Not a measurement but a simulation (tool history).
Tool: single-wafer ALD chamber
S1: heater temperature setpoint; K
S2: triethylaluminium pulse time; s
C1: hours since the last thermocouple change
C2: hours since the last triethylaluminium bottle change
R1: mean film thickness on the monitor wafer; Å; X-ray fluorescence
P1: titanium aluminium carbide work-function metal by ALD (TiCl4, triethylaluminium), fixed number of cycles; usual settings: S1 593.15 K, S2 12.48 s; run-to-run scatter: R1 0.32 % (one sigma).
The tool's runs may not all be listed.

| run | day | S1 | S2 | C1 | C2 | R1 |
|---|---|---|---|---|---|---|
| 1 | 0.246 | 593.15 | 12.48 | 791.9 | 634.8 | 22.475 |
| 2 | 0.492 | 593.15 | 5.4 | 797.8 | 640.7 | 19.295 |
| 3 | 0.792 | 606.15 | 20.34 | 805 | 647.9 | 24.115 |
| 4 | 1.333 | 593.15 | 12.48 | 818 | 660.9 | 22.438 |
| 5 | 1.871 | 576.15 | 12.48 | 830.9 | 673.8 | 21.023 |
| 6 | 2.129 | 593.15 | 12.48 | 837.1 | 680 | 22.474 |
| 7 | 2.442 | 576.15 | 6.49 | 844.6 | 687.5 | 19.033 |
| 8 | 2.908 | 593.15 | 17.51 | 855.8 | 698.7 | 22.803 |
| 9 | 3.271 | 616.15 | 12.48 | 864.5 | 707.4 | 24.612 |
|  | 3.533 | triethylaluminium bottle replaced |
| 10 | 3.821 | 578.15 | 4.69 | 877.7 | 6.9 | 17.099 |
| 11 | 4.138 | 593.15 | 12.48 | 885.3 | 14.5 | 22.473 |
| 12 | 4.662 | 593.15 | 12.48 | 897.9 | 27.1 | 22.451 |
| 13 | 5.2 | 593.15 | 12.48 | 910.8 | 40 | 22.245 |
| 14 | 5.704 | 593.15 | 12.48 | 922.9 | 52.1 | 22.314 |
| 15 | 6.229 | 593.15 | 12.48 | 935.5 | 64.7 | 22.147 |
| 16 | 6.546 | 593.15 | 12.48 | 943.1 | 72.3 | 22.19 |
| 17 | 7.1 | 593.15 | 12.48 | 956.4 | 85.6 | 22.168 |

The next listed run, before its measurement:
| 18 | 7.65 | 593.15 | 12.48 | 969.6 | 98.8 | ? |

{"run 18": {"R1": 22.02}}
